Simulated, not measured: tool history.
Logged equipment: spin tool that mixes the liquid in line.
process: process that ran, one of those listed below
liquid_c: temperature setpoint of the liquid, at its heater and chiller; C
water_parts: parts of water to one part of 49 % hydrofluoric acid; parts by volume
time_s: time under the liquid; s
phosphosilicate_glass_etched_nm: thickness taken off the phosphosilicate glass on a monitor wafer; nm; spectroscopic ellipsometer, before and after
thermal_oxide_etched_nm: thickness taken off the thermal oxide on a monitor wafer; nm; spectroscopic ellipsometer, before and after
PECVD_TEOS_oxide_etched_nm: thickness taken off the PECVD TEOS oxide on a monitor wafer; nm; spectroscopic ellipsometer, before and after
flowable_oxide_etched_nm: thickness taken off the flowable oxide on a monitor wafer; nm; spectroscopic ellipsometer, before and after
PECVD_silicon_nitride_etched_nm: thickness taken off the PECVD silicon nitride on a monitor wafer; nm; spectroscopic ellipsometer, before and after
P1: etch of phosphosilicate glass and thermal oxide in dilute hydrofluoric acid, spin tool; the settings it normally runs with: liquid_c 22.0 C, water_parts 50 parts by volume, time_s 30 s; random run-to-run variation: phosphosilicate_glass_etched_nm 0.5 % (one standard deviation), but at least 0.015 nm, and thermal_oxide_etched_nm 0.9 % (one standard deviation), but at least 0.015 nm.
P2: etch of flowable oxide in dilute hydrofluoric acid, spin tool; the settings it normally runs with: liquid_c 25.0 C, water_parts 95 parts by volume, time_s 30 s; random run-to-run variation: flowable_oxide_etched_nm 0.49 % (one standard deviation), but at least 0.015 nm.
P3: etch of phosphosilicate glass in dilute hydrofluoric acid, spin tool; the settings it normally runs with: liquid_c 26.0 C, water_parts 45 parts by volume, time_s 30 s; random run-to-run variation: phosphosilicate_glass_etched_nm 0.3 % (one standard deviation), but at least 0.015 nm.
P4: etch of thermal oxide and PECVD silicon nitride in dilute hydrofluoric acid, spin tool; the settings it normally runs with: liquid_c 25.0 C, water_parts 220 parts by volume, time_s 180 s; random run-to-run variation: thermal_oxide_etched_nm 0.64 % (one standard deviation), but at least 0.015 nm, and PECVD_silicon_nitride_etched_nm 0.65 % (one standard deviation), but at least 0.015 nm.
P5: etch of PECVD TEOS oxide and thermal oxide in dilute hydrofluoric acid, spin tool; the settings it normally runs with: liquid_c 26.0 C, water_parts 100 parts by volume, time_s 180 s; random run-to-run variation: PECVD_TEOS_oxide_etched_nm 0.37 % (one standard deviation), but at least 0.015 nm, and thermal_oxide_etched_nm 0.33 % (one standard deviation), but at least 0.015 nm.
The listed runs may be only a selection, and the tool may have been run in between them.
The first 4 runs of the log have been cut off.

run  hour  process  liquid_c  water_parts  time_s  phosphosilicate_glass_etched_nm  thermal_oxide_etched_nm  PECVD_TEOS_oxide_etched_nm  flowable_oxide_etched_nm  PECVD_silicon_nitride_etched_nm
  5  19.0       P4      19.5          220     180                                                   2.77730                                                                                2.79590
  6  25.0       P1      22.0           50      50                          194.800                  4.66830
  7  29.8       P1      22.0           50      30                          116.720                  2.77490
  8  35.6       P4      25.0          220      30                                                   0.57815                                                                                0.65702
     36.9  -- thermometer replaced
  9  39.0       P5      26.0          100     180                                                   8.89470                      32.604
 10  43.7       P3      18.5           45      30                           76.115
 11  48.5       P5      26.0          100     180                                                   8.80740                      32.980
 12  52.0       P3      26.0           25      30                          192.790
 13  55.6       P2      25.0           95      30                                                                                                          20.194
 14  59.0       P4      25.0          125     180                                                   6.70070                                                                                7.00170
 15  62.6       P1      22.0           75      30                           75.083                  1.79490
 16  67.9       P1      22.0           25      60                          481.950                 11.34600
 17  73.5       P1      22.0           50      30                          116.850                  2.80200
 18  76.7       P1      22.0           50      30                          117.810                  2.79230
 19  81.5       P2      25.0           95      30                                                                                                          20.211
 20  86.1       P3      26.0           45      50                          174.190
 21  91.1       P3      26.0           45      30                          105.010
 22  96.6       P1      22.0           50      30                          117.730                  2.77280

Run 23 comes next. What will it give?
 23  100.0       P5      32.0          100     180                                                         ?                           ?

Run 23 yielded thermal_oxide_etched_nm 11.07000 nm, PECVD_TEOS_oxide_etched_nm 40.876 nm.
